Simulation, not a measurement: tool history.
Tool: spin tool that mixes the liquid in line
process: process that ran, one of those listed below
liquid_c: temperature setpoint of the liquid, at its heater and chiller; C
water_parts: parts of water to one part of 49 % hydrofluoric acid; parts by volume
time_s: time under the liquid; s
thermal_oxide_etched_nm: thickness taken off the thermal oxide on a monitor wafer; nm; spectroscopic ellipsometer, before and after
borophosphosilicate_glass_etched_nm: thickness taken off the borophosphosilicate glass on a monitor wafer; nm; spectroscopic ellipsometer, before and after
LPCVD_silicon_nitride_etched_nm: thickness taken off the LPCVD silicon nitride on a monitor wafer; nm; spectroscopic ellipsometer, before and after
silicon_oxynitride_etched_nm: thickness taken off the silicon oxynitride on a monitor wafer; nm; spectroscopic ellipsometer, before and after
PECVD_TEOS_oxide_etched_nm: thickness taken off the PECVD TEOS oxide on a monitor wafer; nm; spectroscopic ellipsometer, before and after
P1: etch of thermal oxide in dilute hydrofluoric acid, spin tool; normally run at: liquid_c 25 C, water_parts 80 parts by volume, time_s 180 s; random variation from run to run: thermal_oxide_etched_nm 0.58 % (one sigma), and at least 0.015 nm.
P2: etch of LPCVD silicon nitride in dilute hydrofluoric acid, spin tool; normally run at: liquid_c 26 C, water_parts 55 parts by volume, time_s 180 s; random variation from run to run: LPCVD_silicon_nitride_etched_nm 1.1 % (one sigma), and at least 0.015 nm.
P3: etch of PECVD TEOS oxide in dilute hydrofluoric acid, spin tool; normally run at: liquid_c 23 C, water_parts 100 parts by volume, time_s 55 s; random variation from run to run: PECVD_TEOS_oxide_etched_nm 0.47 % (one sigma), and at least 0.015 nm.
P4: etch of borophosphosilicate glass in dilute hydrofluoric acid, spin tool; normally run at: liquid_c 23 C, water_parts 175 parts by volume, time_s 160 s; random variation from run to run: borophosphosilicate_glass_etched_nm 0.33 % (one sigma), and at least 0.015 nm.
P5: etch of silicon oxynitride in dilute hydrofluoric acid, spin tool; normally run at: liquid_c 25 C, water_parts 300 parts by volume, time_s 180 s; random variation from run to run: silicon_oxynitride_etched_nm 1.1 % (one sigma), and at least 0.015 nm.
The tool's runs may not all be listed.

run,day,process,liquid_c,water_parts,time_s,thermal_oxide_etched_nm,borophosphosilicate_glass_etched_nm,LPCVD_silicon_nitride_etched_nm,silicon_oxynitride_etched_nm,PECVD_TEOS_oxide_etched_nm
1,0.521,P1,25,80,180,11.292,,,,
2,0.95,P4,23,175,270,,62.394,,,
3,1.438,P1,25,80,180,11.182,,,,
4,1.879,P2,26,55,180,,,1.7888,,
5,2.142,P1,25,80,45,2.8253,,,,
6,2.708,P5,25,300,180,,,,2.4631,
7,3.142,P1,25,80,180,11.363,,,,
8,3.617,P3,23,100,55,,,,,11.218
9,4.008,P4,23,175,160,,36.833,,,
10,4.421,P5,25,455,180,,,,1.4632,
11,4.779,P5,25,300,180,,,,2.479,
12,5.275,P1,30,80,180,13.798,,,,
13,5.825,P2,26,55,180,,,1.7739,,
14,6.392,P2,26,80,180,,,1.2616,,
15,6.938,P1,25,45,95,11.058,,,,
16,7.288,P3,23,155,55,,,,,6.8231
17,7.679,P1,25,80,180,11.264,,,,
18,8.208,P1,17,80,180,8.2309,,,,
19,8.596,P1,25,80,180,11.188,,,,
20,9.117,P3,23,100,95,,,,,19.267
21,9.471,P2,34,55,180,,,2.9526,,
22,9.95,P4,23,175,160,,36.829,,,
23,10.333,P3,17,100,55,,,,,8.7646
24,10.783,P3,23,100,55,,,,,11.198
25,11.35,P5,19.5,300,180,,,,1.9419,
26,11.683,P1,25,130,180,6.5734,,,,
27,12.283,P5,25,300,90,,,,1.1899,
28,12.729,P4,23,270,160,,21.733,,,
29,13.079,P1,25,80,295,18.483,,,,
30,13.454,P4,17,175,160,,29.262,,,
31,13.804,P1,31.5,80,70,5.6531,,,,
32,14.367,P1,25,80,180,11.194,,,,
33,14.692,P1,25,50,180,18.752,,,,
34,15.05,P2,26,55,330,,,3.2533,,
35,15.396,P1,25,80,180,11.27,,,,
36,15.992,P1,25,80,180,10.985,,,,
37,16.433,P1,25,80,180,10.957,,,,
38,17,P1,25,80,180,10.933,,,,
39,17.446,P1,25,80,180,10.752,,,,
40,17.896,P1,25,80,180,10.707,,,,
41,18.492,P1,25,80,180,10.594,,,,
42,18.904,P1,25,80,180,10.525,,,,
43,19.192,P1,25,80,180,10.691,,,,
44,19.483,P1,25,80,180,10.659,,,,
45,20.017,P1,25,80,180,10.666,,,,
46,20.421,P1,25,80,180,10.582,,,,

What P1 gives has crept away from where it was. These 2 causes fit the log equally well, each at the size given:
A: liquid colder than its thermometer reads (K) = 1.48
B: hydrofluoric acid flow below the setpoint (%) = 5.21
The creep began at about day 15.396.

4 check runs are offered, each on 5 wafers whose results are averaged, their results left as question marks. Which one tells the causes apart?
check 1,20.825,P4,17,175,265,,?,,,
check 2,20.825,P2,33.5,55,325,,,?,,
check 3,20.825,P5,21.5,300,180,,,,?,
check 4,20.825,P3,17.5,100,55,,,,,?

What each check would give under each cause:
check,result,if A,if B
check 1,borophosphosilicate_glass_etched_nm,45.504,45.403
check 2,LPCVD_silicon_nitride_etched_nm,4.7517,4.9445
check 3,silicon_oxynitride_etched_nm,2.0054,2.0079
check 4,PECVD_TEOS_oxide_etched_nm,8.3841,8.4115
How far apart the two closest causes lie, in the result that separates them most: check 1 0.22 %; check 2 3.98 %; check 3 0.12 %; check 4 0.33 %
Check 2 tells the causes apart: in the others they would give nearly the same result.

Then check 2 was run and gave: LPCVD_silicon_nitride_etched_nm 4.9668 nm. Which cause is it?

It is B: hydrofluoric acid flow below the setpoint (%).

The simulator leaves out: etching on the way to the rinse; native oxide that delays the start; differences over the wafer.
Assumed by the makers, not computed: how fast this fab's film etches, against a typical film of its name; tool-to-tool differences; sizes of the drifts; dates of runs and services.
